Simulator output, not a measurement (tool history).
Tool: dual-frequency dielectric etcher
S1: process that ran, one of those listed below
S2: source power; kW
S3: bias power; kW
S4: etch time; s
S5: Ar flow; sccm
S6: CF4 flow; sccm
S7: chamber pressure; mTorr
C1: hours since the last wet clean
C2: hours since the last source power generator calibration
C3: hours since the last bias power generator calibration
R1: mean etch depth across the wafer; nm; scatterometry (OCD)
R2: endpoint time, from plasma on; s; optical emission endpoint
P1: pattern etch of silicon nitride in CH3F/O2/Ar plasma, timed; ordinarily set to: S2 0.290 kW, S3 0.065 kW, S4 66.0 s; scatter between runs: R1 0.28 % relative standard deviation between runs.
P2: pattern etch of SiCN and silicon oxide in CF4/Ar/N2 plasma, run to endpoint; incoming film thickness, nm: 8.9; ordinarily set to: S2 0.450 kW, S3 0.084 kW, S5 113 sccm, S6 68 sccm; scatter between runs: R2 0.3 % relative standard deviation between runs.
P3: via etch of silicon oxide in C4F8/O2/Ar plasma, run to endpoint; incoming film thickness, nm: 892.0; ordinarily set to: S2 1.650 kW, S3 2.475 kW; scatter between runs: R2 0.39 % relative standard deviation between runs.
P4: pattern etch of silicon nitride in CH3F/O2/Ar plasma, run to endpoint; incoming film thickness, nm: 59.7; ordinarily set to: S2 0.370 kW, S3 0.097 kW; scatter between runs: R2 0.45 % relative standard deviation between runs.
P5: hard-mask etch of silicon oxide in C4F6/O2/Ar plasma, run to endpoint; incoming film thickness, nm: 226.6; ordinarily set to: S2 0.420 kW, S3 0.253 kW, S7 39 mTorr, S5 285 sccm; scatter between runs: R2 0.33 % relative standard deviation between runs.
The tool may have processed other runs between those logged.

run 1 hour=5.1 | S1=P1 S2=0.290 S3=0.065 S4=66.0 | C1=94.4 C2=1766.7 C3=744.5 | R1=39.703
run 2 hour=8.5 | S1=P2 S2=0.450 S3=0.084 S5=151 S6=68 | C1=97.8 C2=1770.1 C3=747.9 | R2=10.7730
run 3 hour=12.5 | S1=P1 S2=0.390 S3=0.065 S4=66.0 | C1=101.8 C2=1774.1 C3=751.9 | R1=44.395
run 4 hour=17.3 | S1=P1 S2=0.290 S3=0.065 S4=66.0 | C1=106.6 C2=1778.9 C3=756.7 | R1=39.482
run 5 hour=22.9 | S1=P3 S2=1.650 S3=2.475 | C1=112.2 C2=1784.5 C3=762.3 | R2=180.6700
run 6 hour=27.4 | S1=P5 S2=0.420 S3=0.253 S5=285 S7=39 | C1=116.7 C2=1789.0 C3=766.8 | R2=63.4450
run 7 hour=32.7 | S1=P2 S2=0.450 S3=0.084 S5=113 S6=91 | C1=122.0 C2=1794.3 C3=772.1 | R2=9.9200
run 8 hour=38.8 | S1=P1 S2=0.290 S3=0.041 S4=89.5 | C1=128.1 C2=1800.4 C3=778.2 | R1=46.185
run 9 hour=44.8 | S1=P1 S2=0.290 S3=0.065 S4=66.0 | C1=134.1 C2=1806.4 C3=784.2 | R1=39.676
run 10 hour=49.3 | S1=P5 S2=0.420 S3=0.147 S5=285 S7=39 | C1=138.6 C2=1810.9 C3=788.7 | R2=75.9170
run 11 hour=54.1 | S1=P4 S2=0.370 S3=0.097 | C1=143.4 C2=1815.7 C3=793.5 | R2=79.7000
run 12 hour=59.3 | S1=P2 S2=0.450 S3=0.069 S5=113 S6=68 | C1=148.6 C2=1820.9 C3=798.7 | R2=10.9990
run 13 hour=62.1 | S1=P1 S2=0.290 S3=0.045 S4=66.0 | C1=151.4 C2=1823.7 C3=801.5 | R1=35.043
run 14 hour=67.4 | S1=P5 S2=0.420 S3=0.253 S5=285 S7=26 | C1=156.7 C2=1829.0 C3=806.8 | R2=60.6990
run 15 hour=71.7 | S1=P5 S2=0.420 S3=0.253 S5=285 S7=39 | C1=161.0 C2=1833.3 C3=811.1 | R2=63.7730
run 16 hour=76.9 | S1=P3 S2=1.120 S3=2.475 | C1=166.2 C2=1838.5 C3=816.3 | R2=213.1400
run 17 hour=81.9 | S1=P3 S2=1.650 S3=2.475 | C1=171.2 C2=1843.5 C3=821.3 | R2=181.9000
run 18 hour=86.4 | S1=P4 S2=0.370 S3=0.062 | C1=175.7 C2=1848.0 C3=825.8 | R2=93.3160
run 19 hour=90.1 | S1=P1 S2=0.290 S3=0.065 S4=66.0 | C1=179.4 C2=1851.7 C3=829.5 | R1=39.523
run 20 hour=95.4 | S1=P5 S2=0.560 S3=0.253 S5=285 S7=39 | C1=184.7 C2=1857.0 C3=834.8 | R2=56.7960
run 21 hour=98.2 | S1=P1 S2=0.400 S3=0.065 S4=41.5 | C1=187.5 C2=1859.8 C3=837.6 | R1=28.184
run 22 hour=100.9 | S1=P1 S2=0.290 S3=0.065 S4=39.0 | C1=190.2 C2=1862.5 C3=840.3 | R1=23.444
run 23 hour=106.4 | S1=P5 S2=0.420 S3=0.253 S5=226 S7=39 | C1=195.7 C2=1868.0 C3=845.8 | R2=61.8530
run 24 hour=111.0 | S1=P2 S2=0.450 S3=0.084 S5=113 S6=68 | C1=200.3 C2=1872.6 C3=850.4 | R2=10.2690
run 25 hour=116.3 | S1=P1 S2=0.290 S3=0.065 S4=66.0 | C1=205.6 C2=1877.9 C3=855.7 | R1=39.583
run 26 hour=120.6 | S1=P1 S2=0.290 S3=0.065 S4=89.0 | C1=209.9 C2=1882.2 C3=860.0 | R1=53.444
run 27 hour=124.2 | S1=P1 S2=0.190 S3=0.065 S4=66.0 | C1=213.5 C2=1885.8 C3=863.6 | R1=33.801
run 28 hour=127.8 | S1=P1 S2=0.290 S3=0.077 S4=66.0 | C1=217.1 C2=1889.4 C3=867.2 | R1=41.869
run 29 hour=132.1 | S1=P4 S2=0.440 S3=0.097 | C1=221.4 C2=1893.7 C3=871.5 | R2=74.3990
run 30 hour=136.5 | S1=P3 S2=1.650 S3=3.454 | C1=225.8 C2=1898.1 C3=875.9 | R2=163.8400
run 31 hour=142.3 | S1=P2 S2=0.540 S3=0.084 S5=113 S6=68 | C1=231.6 C2=1903.9 C3=881.7 | R2=8.7803
run 32 hour=146.8 | S1=P1 S2=0.290 S3=0.065 S4=66.0 | C1=236.1 C2=1908.4 C3=886.2 | R1=39.577
run 33 hour=151.3 | S1=P1 S2=0.290 S3=0.065 S4=66.0 | C1=240.6 C2=1912.9 C3=890.7 | R1=39.269
run 34 hour=156.4 | S1=P1 S2=0.290 S3=0.065 S4=66.0 | C1=245.7 C2=1918.0 C3=895.8 | R1=39.182
run 35 hour=162.3 | S1=P1 S2=0.290 S3=0.065 S4=66.0 | C1=251.6 C2=1923.9 C3=901.7 | R1=39.250
run 36 hour=165.6 | S1=P1 S2=0.290 S3=0.065 S4=66.0 | C1=254.9 C2=1927.2 C3=905.0 | R1=38.963
-- hour=168.4 wet clean of the chamber
run 37 hour=170.8 | S1=P1 S2=0.290 S3=0.065 S4=66.0 | C1=2.4 C2=1932.4 C3=910.2 | R1=38.996
run 38 hour=174.5 | S1=P1 S2=0.290 S3=0.065 S4=66.0 | C1=6.1 C2=1936.1 C3=913.9 | R1=39.123
run 39 hour=177.4 | S1=P1 S2=0.290 S3=0.065 S4=66.0 | C1=9.0 C2=1939.0 C3=916.8 | R1=39.074
run 40 hour=183.0 | S1=P1 S2=0.290 S3=0.065 S4=66.0 | C1=14.6 C2=1944.6 C3=922.4 | R1=38.792
run 41 hour=189.4 | S1=P1 S2=0.290 S3=0.065 S4=66.0 | C1=21.0 C2=1951.0 C3=928.8 | R1=39.086

P1 has crept away from where it was. The log is fitted equally well by each of these 2 causes, at the sizes shown:
A: bias power that arrives under what is set, % = 4.78
B: source power that arrives under what is set, % = 4.32
The process output started creeping at around hour 146.8.
Other possible causes, and why each is ruled out:
chamber walls in a state that lowers the etch rate, %: serviced after onset, at hour 168.4, with no recovery of the prior output

4 check runs are offered, one wafer each, their results left as question marks. Which one tells the causes apart?
run check 1 hour=195.8 | S1=P5 S2=0.510 S3=0.152 S5=285 S7=39 | R2=?
run check 2 hour=195.8 | S1=P2 S2=0.520 S3=0.084 S5=113 S6=68 | R2=?
run check 3 hour=195.8 | S1=P4 S2=0.370 S3=0.069 | R2=?
run check 4 hour=195.8 | S1=P3 S2=1.170 S3=3.447 | R2=?

If the cause were each of the candidates in turn, the checks would give the following:
check=check_1 result=R2 if_A=70.1680 if_B=70.3760
check=check_2 result=R2 if_A=9.2236 if_B=9.4245
check=check_3 result=R2 if_A=91.5080 if_B=91.5200
check=check_4 result=R2 if_A=190.2800 if_B=190.4400
Gap, in per cent, between the two causes that each check separates least, read from the result that separates them most: check 1 0.3 %; check 2 2.15 %; check 3 0.01 %; check 4 0.08 %
The causes can be told apart only by check 2. The other checks would give nearly the same results under each of them.

Then check 2 was run and gave: R2 9.2032 s. Which cause is it?

A is the cause: bias power that arrives under what is set, %.

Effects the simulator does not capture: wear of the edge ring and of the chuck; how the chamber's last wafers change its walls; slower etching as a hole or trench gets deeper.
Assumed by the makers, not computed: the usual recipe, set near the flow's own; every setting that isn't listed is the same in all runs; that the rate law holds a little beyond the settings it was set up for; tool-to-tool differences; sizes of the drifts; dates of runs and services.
